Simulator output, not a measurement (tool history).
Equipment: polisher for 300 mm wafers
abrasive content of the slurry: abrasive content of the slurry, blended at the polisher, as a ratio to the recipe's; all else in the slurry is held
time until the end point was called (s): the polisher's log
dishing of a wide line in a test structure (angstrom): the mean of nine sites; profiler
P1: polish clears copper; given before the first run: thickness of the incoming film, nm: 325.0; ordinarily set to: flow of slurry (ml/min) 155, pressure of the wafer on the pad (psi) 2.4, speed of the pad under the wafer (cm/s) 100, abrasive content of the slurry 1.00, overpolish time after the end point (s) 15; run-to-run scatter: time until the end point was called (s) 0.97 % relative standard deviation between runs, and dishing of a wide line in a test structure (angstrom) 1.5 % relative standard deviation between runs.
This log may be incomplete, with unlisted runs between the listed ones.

run,hour,flow of slurry (ml/min),pressure of the wafer on the pad (psi),speed of the pad under the wafer (cm/s),abrasive content of the slurry,overpolish time after the end point (s),wafers polished on this pad,hours since the slurry nozzle was cleaned,hours since the head pressure was calibrated,hours since the slurry blender was calibrated,time until the end point was called (s),dishing of a wide line in a test structure (angstrom)
1,12.8,155,2.4,100,1.00,15,560,187.3,129.4,107.0,155.02,215.110
2,29.1,200,2.4,100,1.00,15,636,203.6,145.7,123.3,153.41,235.570
3,42.3,155,2.4,52,1.00,15,698,216.8,158.9,136.5,302.37,123.120
4,58.2,155,2.4,100,1.00,7,772,232.7,174.8,152.4,157.94,105.780
5,75.8,155,2.4,150,1.00,15,854,250.3,192.4,170.0,104.97,322.780
6,91.2,155,2.4,100,1.00,15,925,265.7,207.8,185.4,157.25,221.540
7,109.5,155,1.6,100,1.00,7,1011,284.0,226.1,203.7,235.72,73.942
8,117.9,155,2.4,100,1.00,15,1050,292.4,234.5,212.1,157.38,213.790
9,132.5,155,3.7,100,1.00,4,1118,307.0,249.1,226.7,102.38,100.720
10,141.8,155,2.4,100,1.00,15,1161,316.3,258.4,236.0,155.11,223.280
11,159.6,155,3.2,100,1.30,15,1244,334.1,276.2,253.8,110.32,308.210
# hour 169.9: slurry nozzle cleaned
12,175.4,155,2.4,100,1.00,26,1318,5.6,292.0,269.6,160.26,365.150
13,187.8,155,3.6,100,1.00,15,1375,18.0,304.4,282.0,103.63,328.820
14,203.6,95,2.4,100,1.00,15,1449,33.8,320.2,297.8,171.23,202.880
15,214.6,155,1.1,100,1.00,15,1500,44.8,331.2,308.8,342.86,104.480
16,225.7,155,2.4,100,1.00,15,1552,55.9,342.3,319.9,157.04,223.620
17,234.5,155,2.4,100,1.45,15,1593,64.7,351.1,328.7,143.66,242.200
18,248.6,155,2.4,100,1.00,15,1659,78.8,365.2,342.8,156.37,222.520
19,266.2,155,2.4,100,0.55,15,1741,96.4,382.8,360.4,178.44,196.160
20,282.6,155,2.4,100,1.00,15,1817,112.8,399.2,376.8,155.86,221.820
21,300.9,155,2.4,100,1.00,15,1902,131.1,417.5,395.1,160.16,219.540
22,312.5,155,2.4,100,1.00,15,1956,142.7,429.1,406.7,161.75,212.620
23,330.5,155,2.4,100,1.00,15,2040,160.7,447.1,424.7,165.20,214.190
24,339.0,155,2.4,100,1.00,15,2080,169.2,455.6,433.2,164.09,213.180
25,348.2,155,2.4,100,1.00,15,2123,178.4,464.8,442.4,167.10,208.260

Estimate the outcome of run 26 from the log above:
26,357.1,155,2.4,100,1.00,15,2164,187.3,473.7,451.3,?,?

{"run 26": {"time until the end point was called (s)": 166.8, "dishing of a wide line in a test structure (angstrom)": 213.33}}
